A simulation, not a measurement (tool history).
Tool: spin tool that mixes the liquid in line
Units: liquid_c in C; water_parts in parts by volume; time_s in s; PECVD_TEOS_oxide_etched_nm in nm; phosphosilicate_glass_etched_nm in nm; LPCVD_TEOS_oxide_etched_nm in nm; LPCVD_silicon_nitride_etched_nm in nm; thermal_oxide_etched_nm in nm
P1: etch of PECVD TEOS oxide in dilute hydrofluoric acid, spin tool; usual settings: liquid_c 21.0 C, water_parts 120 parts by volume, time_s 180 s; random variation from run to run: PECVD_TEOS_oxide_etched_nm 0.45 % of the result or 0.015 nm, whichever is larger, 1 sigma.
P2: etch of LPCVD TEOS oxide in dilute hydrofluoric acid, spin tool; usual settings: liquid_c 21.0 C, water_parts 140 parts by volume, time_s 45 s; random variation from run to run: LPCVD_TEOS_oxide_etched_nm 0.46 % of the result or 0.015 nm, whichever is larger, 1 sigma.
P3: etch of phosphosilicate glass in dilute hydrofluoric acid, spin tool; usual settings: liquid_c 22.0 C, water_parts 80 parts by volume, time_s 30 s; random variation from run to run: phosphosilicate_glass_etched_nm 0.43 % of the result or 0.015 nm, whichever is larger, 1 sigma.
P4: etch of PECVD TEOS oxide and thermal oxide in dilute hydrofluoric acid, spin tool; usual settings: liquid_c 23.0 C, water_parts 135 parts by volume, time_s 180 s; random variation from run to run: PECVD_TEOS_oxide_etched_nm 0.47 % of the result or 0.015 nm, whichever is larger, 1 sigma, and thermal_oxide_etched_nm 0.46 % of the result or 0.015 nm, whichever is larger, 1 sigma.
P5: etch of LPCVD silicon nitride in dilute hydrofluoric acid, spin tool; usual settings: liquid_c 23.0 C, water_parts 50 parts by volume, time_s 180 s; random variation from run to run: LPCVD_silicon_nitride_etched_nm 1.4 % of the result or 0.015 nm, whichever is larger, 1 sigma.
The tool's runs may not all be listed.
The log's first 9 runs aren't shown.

| run | hour | process | liquid_c | water_parts | time_s | hours since the thermometer was replaced | hours since the hydrofluoric acid flow meter was replaced | PECVD_TEOS_oxide_etched_nm | phosphosilicate_glass_etched_nm | LPCVD_TEOS_oxide_etched_nm | LPCVD_silicon_nitride_etched_nm | thermal_oxide_etched_nm |
|---|---|---|---|---|---|---|---|---|---|---|---|---|
| 10 | 39.7 | P1 | 21.0 | 120 | 180 | 1565.4 | 11.4 | 15.5890 |  |  |  |  |
| 11 | 43.3 | P1 | 21.0 | 120 | 180 | 1569.0 | 15.0 | 15.5780 |  |  |  |  |
| 12 | 45.9 | P2 | 17.0 | 140 | 45 | 1571.6 | 17.6 |  |  | 3.8673 |  |  |
| 13 | 48.6 | P3 | 30.0 | 80 | 30 | 1574.3 | 20.3 |  | 71.681 |  |  |  |
| 14 | 54.2 | P3 | 22.0 | 80 | 15 | 1579.9 | 25.9 |  | 26.018 |  |  |  |
| 15 | 59.1 | P5 | 28.5 | 50 | 180 | 1584.8 | 30.8 |  |  |  | 2.33150 |  |
| 16 | 63.2 | P3 | 22.0 | 80 | 30 | 1588.9 | 34.9 |  | 52.024 |  |  |  |
| 17 | 66.8 | P5 | 23.0 | 50 | 290 | 1592.5 | 38.5 |  |  |  | 2.61440 |  |
| 18 | 69.9 | P4 | 23.0 | 135 | 180 | 1595.6 | 41.6 | 26.7700 |  |  |  | 5.4955 |
| 19 | 74.8 | P5 | 23.0 | 85 | 180 | 1600.5 | 46.5 |  |  |  | 0.96804 |  |
| 20 | 80.9 | P5 | 23.0 | 50 | 180 | 1606.6 | 52.6 |  |  |  | 1.62550 |  |
| 21 | 83.8 | P1 | 21.0 | 120 | 365 | 1609.5 | 55.5 | 31.4850 |  |  |  |  |
|  | 87.4 | thermometer replaced |
| 22 | 88.9 | P4 | 28.5 | 135 | 180 | 1.5 | 60.6 | 33.2200 |  |  |  | 6.8204 |
| 23 | 95.1 | P4 | 23.0 | 80 | 180 | 7.7 | 66.8 | 48.3320 |  |  |  | 9.8521 |
| 24 | 100.6 | P1 | 21.0 | 120 | 180 | 13.2 | 72.3 | 15.5540 |  |  |  |  |
| 25 | 104.4 | P2 | 21.0 | 140 | 45 | 17.0 | 76.1 |  |  | 4.5744 |  |  |
| 26 | 109.1 | P3 | 22.0 | 30 | 30 | 21.7 | 80.8 |  | 149.090 |  |  |  |
| 27 | 112.1 | P1 | 17.0 | 120 | 180 | 24.7 | 83.8 | 13.2020 |  |  |  |  |
| 28 | 115.8 | P4 | 23.0 | 135 | 320 | 28.4 | 87.5 | 47.6670 |  |  |  | 9.7162 |

The next listed run, before its measurement:
| 29 | 120.5 | P2 | 21.0 | 190 | 45 | 33.1 | 92.2 |  |  | ? |  |  |

LPCVD_TEOS_oxide_etched_nm: 3.1912 nm
